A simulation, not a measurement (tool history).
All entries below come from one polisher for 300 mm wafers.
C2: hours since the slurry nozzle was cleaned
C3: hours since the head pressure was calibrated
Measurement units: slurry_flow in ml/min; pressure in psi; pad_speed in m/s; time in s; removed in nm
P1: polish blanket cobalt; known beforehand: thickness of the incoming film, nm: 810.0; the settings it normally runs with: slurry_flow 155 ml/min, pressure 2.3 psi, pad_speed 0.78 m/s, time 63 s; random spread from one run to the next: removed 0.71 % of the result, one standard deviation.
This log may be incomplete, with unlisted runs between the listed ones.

Run 1, hour 4.1: slurry_flow 155 ml/min, pressure 2.3 psi, pad_speed 0.78 m/s, time 63 s; wafers polished on this pad 727; C2 429.5; C3 649.2. Result: removed 321.52 nm.
Run 2, hour 7.3: slurry_flow 155 ml/min, pressure 2.3 psi, pad_speed 0.78 m/s, time 63 s; wafers polished on this pad 756; C2 432.7; C3 652.4. Result: removed 319.15 nm.
Run 3, hour 11.4: slurry_flow 155 ml/min, pressure 2.3 psi, pad_speed 0.78 m/s, time 33 s; wafers polished on this pad 794; C2 436.8; C3 656.5. Result: removed 168.32 nm.
Run 4, hour 13.7: slurry_flow 155 ml/min, pressure 3.0 psi, pad_speed 0.78 m/s, time 63 s; wafers polished on this pad 815; C2 439.1; C3 658.8. Result: removed 419.48 nm.
Run 5, hour 18.2: slurry_flow 155 ml/min, pressure 3.4 psi, pad_speed 0.78 m/s, time 36 s; wafers polished on this pad 855; C2 443.6; C3 663.3. Result: removed 266.58 nm.
Run 6, hour 21.2: slurry_flow 155 ml/min, pressure 2.3 psi, pad_speed 0.78 m/s, time 63 s; wafers polished on this pad 883; C2 446.6; C3 666.3. Result: removed 317.92 nm.
Run 7, hour 24.3: slurry_flow 100 ml/min, pressure 2.3 psi, pad_speed 0.78 m/s, time 63 s; wafers polished on this pad 911; C2 449.7; C3 669.4. Result: removed 289.56 nm.
Run 8, hour 26.7: slurry_flow 225 ml/min, pressure 2.3 psi, pad_speed 0.78 m/s, time 63 s; wafers polished on this pad 933; C2 452.1; C3 671.8. Result: removed 335.47 nm.
Run 9, hour 29.2: slurry_flow 155 ml/min, pressure 2.3 psi, pad_speed 0.36 m/s, time 63 s; wafers polished on this pad 955; C2 454.6; C3 674.3. Result: removed 146.59 nm.
Run 10, hour 33.4: slurry_flow 195 ml/min, pressure 2.9 psi, pad_speed 0.78 m/s, time 63 s; wafers polished on this pad 993; C2 458.8; C3 678.5. Result: removed 415.56 nm.
At hour 34.2: head pressure recalibrated.
Run 11, hour 37.6: slurry_flow 155 ml/min, pressure 2.3 psi, pad_speed 1.02 m/s, time 63 s; wafers polished on this pad 1032; C2 463.0; C3 3.4. Result: removed 416.67 nm.
Run 12, hour 40.6: slurry_flow 155 ml/min, pressure 1.2 psi, pad_speed 0.78 m/s, time 63 s; wafers polished on this pad 1059; C2 466.0; C3 6.4. Result: removed 167.24 nm.
Run 13, hour 45.1: slurry_flow 105 ml/min, pressure 2.3 psi, pad_speed 0.78 m/s, time 85 s; wafers polished on this pad 1100; C2 470.5; C3 10.9. Result: removed 395.06 nm.
Run 14, hour 47.5: slurry_flow 155 ml/min, pressure 2.3 psi, pad_speed 0.78 m/s, time 63 s; wafers polished on this pad 1122; C2 472.9; C3 13.3. Result: removed 312.63 nm.
Run 15, hour 51.8: slurry_flow 155 ml/min, pressure 2.3 psi, pad_speed 0.78 m/s, time 96 s; wafers polished on this pad 1161; C2 477.2; C3 17.6. Result: removed 481.48 nm.
Run 16, hour 54.4: slurry_flow 155 ml/min, pressure 2.3 psi, pad_speed 0.78 m/s, time 63 s; wafers polished on this pad 1184; C2 479.8; C3 20.2. Result: removed 319.71 nm.
Run 17, hour 58.8: slurry_flow 155 ml/min, pressure 2.3 psi, pad_speed 0.78 m/s, time 63 s; wafers polished on this pad 1224; C2 484.2; C3 24.6. Result: removed 321.03 nm.
Run 18, hour 64.0: slurry_flow 155 ml/min, pressure 2.3 psi, pad_speed 0.78 m/s, time 63 s; wafers polished on this pad 1271; C2 489.4; C3 29.8. Result: removed 309.28 nm.
Run 19, hour 68.6: slurry_flow 155 ml/min, pressure 2.3 psi, pad_speed 0.78 m/s, time 63 s; wafers polished on this pad 1313; C2 494.0; C3 34.4. Result: removed 301.11 nm.
Run 20, hour 70.9: slurry_flow 155 ml/min, pressure 2.3 psi, pad_speed 0.78 m/s, time 63 s; wafers polished on this pad 1334; C2 496.3; C3 36.7. Result: removed 295.80 nm.
At hour 74.2: head pressure recalibrated.
Run 21, hour 76.0: slurry_flow 155 ml/min, pressure 2.3 psi, pad_speed 0.78 m/s, time 63 s; wafers polished on this pad 1380; C2 501.4; C3 1.8. Result: removed 295.03 nm.
Run 22, hour 79.6: slurry_flow 155 ml/min, pressure 2.3 psi, pad_speed 0.78 m/s, time 63 s; wafers polished on this pad 1413; C2 505.0; C3 5.4. Result: removed 291.79 nm.
Run 23, hour 84.2: slurry_flow 155 ml/min, pressure 2.3 psi, pad_speed 0.78 m/s, time 63 s; wafers polished on this pad 1455; C2 509.6; C3 10.0. Result: removed 291.68 nm.
Run 24, hour 86.6: slurry_flow 155 ml/min, pressure 2.3 psi, pad_speed 0.78 m/s, time 63 s; wafers polished on this pad 1477; C2 512.0; C3 12.4. Result: removed 294.00 nm.

Something has made what P1 gives creep away from where it was; the 2 causes below, each at its own stated size, fit the log equally well:
A: removal rate lost through wear of the pad, % = 8.18
B: slurry flow missing at the pad, % = 33.9
The onset of the drift is placed at about hour 58.8.
Other possible causes, and why each is ruled out:
head's pressure below its setpoint, %: serviced at hour 74.2, after the drift had started, without restoring the earlier output

Below are 4 check runs, each averaged over 3 wafers, with their results shown as question marks. Which of them would give clearly different results depending on which cause is behind the drift?
Run check 1, hour 89.0: slurry_flow 155 ml/min, pressure 1.8 psi, pad_speed 0.96 m/s, time 63 s. Result: removed ?.
Run check 2, hour 89.0: slurry_flow 105 ml/min, pressure 2.3 psi, pad_speed 0.78 m/s, time 63 s. Result: removed ?.
Run check 3, hour 89.0: slurry_flow 155 ml/min, pressure 2.3 psi, pad_speed 0.78 m/s, time 77 s. Result: removed ?.
Run check 4, hour 89.0: slurry_flow 155 ml/min, pressure 1.7 psi, pad_speed 0.78 m/s, time 63 s. Result: removed ?.

Predicted outcomes, by check and by cause:
  check   result    if A    if B
check 1  removed  281.62  281.67
check 2  removed  270.12  260.89
check 3  removed  357.35  357.42
check 4  removed  216.10  216.14
Per check, the gap between the least separated pair of causes, taken in the result that splits them most: check 1 0.02 %; check 2 3.48 %; check 3 0.02 %; check 4 0.02 %
Of the check runs offered, only check 2 discriminates between the causes; the rest would read about the same regardless of which cause applies.

Here is what check 2 returned: removed 269.32 nm. Which cause is it?

A is the cause: removal rate lost through wear of the pad, %.

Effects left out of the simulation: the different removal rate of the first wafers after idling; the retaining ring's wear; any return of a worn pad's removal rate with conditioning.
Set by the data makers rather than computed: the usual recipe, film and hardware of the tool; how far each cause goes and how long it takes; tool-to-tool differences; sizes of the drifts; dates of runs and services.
